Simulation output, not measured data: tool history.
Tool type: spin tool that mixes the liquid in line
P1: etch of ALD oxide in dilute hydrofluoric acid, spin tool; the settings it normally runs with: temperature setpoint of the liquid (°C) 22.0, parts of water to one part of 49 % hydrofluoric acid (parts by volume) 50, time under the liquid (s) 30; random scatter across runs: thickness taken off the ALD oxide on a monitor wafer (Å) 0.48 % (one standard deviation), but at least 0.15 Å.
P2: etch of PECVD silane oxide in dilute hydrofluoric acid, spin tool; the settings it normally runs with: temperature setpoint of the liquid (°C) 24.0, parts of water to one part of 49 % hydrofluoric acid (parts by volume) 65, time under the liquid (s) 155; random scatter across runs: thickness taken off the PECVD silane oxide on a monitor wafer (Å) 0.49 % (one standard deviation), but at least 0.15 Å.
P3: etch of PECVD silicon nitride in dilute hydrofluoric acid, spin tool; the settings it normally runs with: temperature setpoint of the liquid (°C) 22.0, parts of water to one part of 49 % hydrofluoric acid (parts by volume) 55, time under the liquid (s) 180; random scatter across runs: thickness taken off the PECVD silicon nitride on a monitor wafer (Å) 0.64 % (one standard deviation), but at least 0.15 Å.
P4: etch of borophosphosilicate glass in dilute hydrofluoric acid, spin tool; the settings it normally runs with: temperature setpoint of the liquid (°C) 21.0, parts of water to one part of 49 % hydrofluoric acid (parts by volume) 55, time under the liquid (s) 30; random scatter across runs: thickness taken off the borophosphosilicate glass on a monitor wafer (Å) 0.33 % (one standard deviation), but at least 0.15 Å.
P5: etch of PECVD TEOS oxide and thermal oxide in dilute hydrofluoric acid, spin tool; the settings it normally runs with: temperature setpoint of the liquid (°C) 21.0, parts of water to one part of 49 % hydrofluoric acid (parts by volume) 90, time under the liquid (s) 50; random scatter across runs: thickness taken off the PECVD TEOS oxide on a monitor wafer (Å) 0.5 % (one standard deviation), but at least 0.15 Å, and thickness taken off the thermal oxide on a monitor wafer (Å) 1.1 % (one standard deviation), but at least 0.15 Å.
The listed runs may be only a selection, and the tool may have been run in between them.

run	hour	process that ran	temperature setpoint of the liquid (°C)	parts of water to one part of 49 % hydrofluoric acid (parts by volume)	time under the liquid (s)	hours since the thermometer was replaced	hours since the hydrofluoric acid flow meter was replaced	thickness taken off the ALD oxide on a monitor wafer (Å)	thickness taken off the borophosphosilicate glass on a monitor wafer (Å)	thickness taken off the PECVD TEOS oxide on a monitor wafer (Å)	thickness taken off the thermal oxide on a monitor wafer (Å)	thickness taken off the PECVD silicon nitride on a monitor wafer (Å)	thickness taken off the PECVD silane oxide on a monitor wafer (Å)
1	8.6	P1	22.0	50	30	1563.2	513.1	92.425					
2	14.9	P1	27.5	30	30	1569.5	519.4	197.510					
3	24.4	P4	21.0	30	30	1579.0	528.9		809.49				
4	35.0	P5	21.0	90	15	1589.6	539.5			12.770	6.9789		
5	43.7	P4	21.0	55	15	1598.3	548.2		214.52				
6	52.0	P3	29.5	55	180	1606.6	556.5					78.264	
7	57.9	P1	22.0	25	30	1612.5	562.4	190.200					
8	63.6	P1	22.0	30	45	1618.2	568.1	234.790					
9	68.7	P3	22.0	55	180	1623.3	573.2					47.439	
10	77.2	P2	28.0	65	155	1631.8	581.7						498.72
11	86.3	P4	17.0	55	30	1640.9	590.8		361.49				
12	95.1	P1	28.0	50	30	1649.7	599.6	116.860					
13	103.3	P4	21.0	55	30	1657.9	607.8		430.43				
14	113.3	P3	22.0	55	180	1667.9	617.8					48.154	
15	119.9	P5	21.0	90	50	1674.5	624.4			42.611	21.9560		
16	129.6	P3	22.0	95	180	1684.2	634.1					27.660	
17	135.0	P1	22.0	75	60	1689.6	639.5	118.310					
# hour 142.4: thermometer replaced
18	146.0	P2	24.0	65	155	3.7	650.5						425.22
19	152.6	P1	22.0	50	30	10.3	657.1	90.589					
20	158.2	P1	22.0	50	15	15.9	662.7	45.679					
21	165.6	P1	22.0	50	30	23.3	670.1	91.572					
22	171.5	P5	27.0	90	50	29.2	676.0			53.850	28.6070		
23	182.3	P2	24.0	65	75	40.0	686.8						205.68
24	190.7	P2	24.0	35	155	48.4	695.2						820.06
25	200.4	P1	22.0	50	50	58.1	704.9	152.460					
26	210.4	P4	21.0	55	30	68.1	714.9		429.34				
27	216.8	P1	22.0	50	30	74.5	721.3	91.955					
28	224.6	P5	21.0	150	50	82.3	729.1			23.711	12.6160		
29	235.4	P1	22.0	75	30	93.1	739.9	59.326					
30	243.4	P3	22.0	55	80	101.1	747.9					21.458	
31	250.6	P1	17.0	50	30	108.3	755.1	74.890					
32	259.7	P1	22.0	50	30	117.4	764.2	90.941					
33	264.8	P2	24.0	65	155	122.5	769.3						420.88
34	272.4	P1	22.0	50	30	130.1	776.9	91.184					
35	282.1	P1	22.0	50	30	139.8	786.6	90.853					
36	291.4	P1	22.0	50	30	149.1	795.9	94.449					
37	301.7	P1	22.0	50	30	159.4	806.2	96.986					
38	308.1	P1	22.0	50	30	165.8	812.6	97.470					
39	314.2	P1	22.0	50	30	171.9	818.7	97.706					
40	324.0	P1	22.0	50	30	181.7	828.5	97.214					
41	333.4	P1	22.0	50	30	191.1	837.9	97.351					

The log shows P1 creeping away from where it was. Any of the 2 causes listed here, at the size stated for it, fits the log just as well as the others:
A: hydrofluoric acid flow above the setpoint (%) = 6.39
B: liquid hotter than its thermometer reads (K) = 1.59
At approximately hour 282.1, the process output began to creep.

The list below offers 4 check runs, each averaging the results of 2 wafers, and shows each result as a question mark. For which of them would the listed causes give clearly different results?
check 1	342.8	P5	21.0	90	50					?	?		
check 2	342.8	P2	24.0	65	155								?
check 3	342.8	P4	21.0	55	30				?				
check 4	342.8	P3	22.0	55	180							?	

Predicted outcomes, by check and by cause:
check	result	if A	if B
check 1	thickness taken off the PECVD TEOS oxide on a monitor wafer (Å)	45.308	45.145
check 1	thickness taken off the thermal oxide on a monitor wafer (Å)	24.0820	23.9950
check 2	thickness taken off the PECVD silane oxide on a monitor wafer (Å)	453.15	451.93
check 3	thickness taken off the borophosphosilicate glass on a monitor wafer (Å)	457.47	457.66
check 4	thickness taken off the PECVD silicon nitride on a monitor wafer (Å)	50.724	53.193
Gap, in per cent, between the two causes that each check separates least, read from the result that separates them most: check 1 0.36 %; check 2 0.27 %; check 3 0.04 %; check 4 4.75 %
Of the check runs offered, only check 4 discriminates between the causes; the rest would read about the same regardless of which cause applies.

Check 4 was carried out, with these results: thickness taken off the PECVD silicon nitride on a monitor wafer (Å) 50.935. Which of the listed causes is responsible?

It was cause A: hydrofluoric acid flow above the setpoint (%).
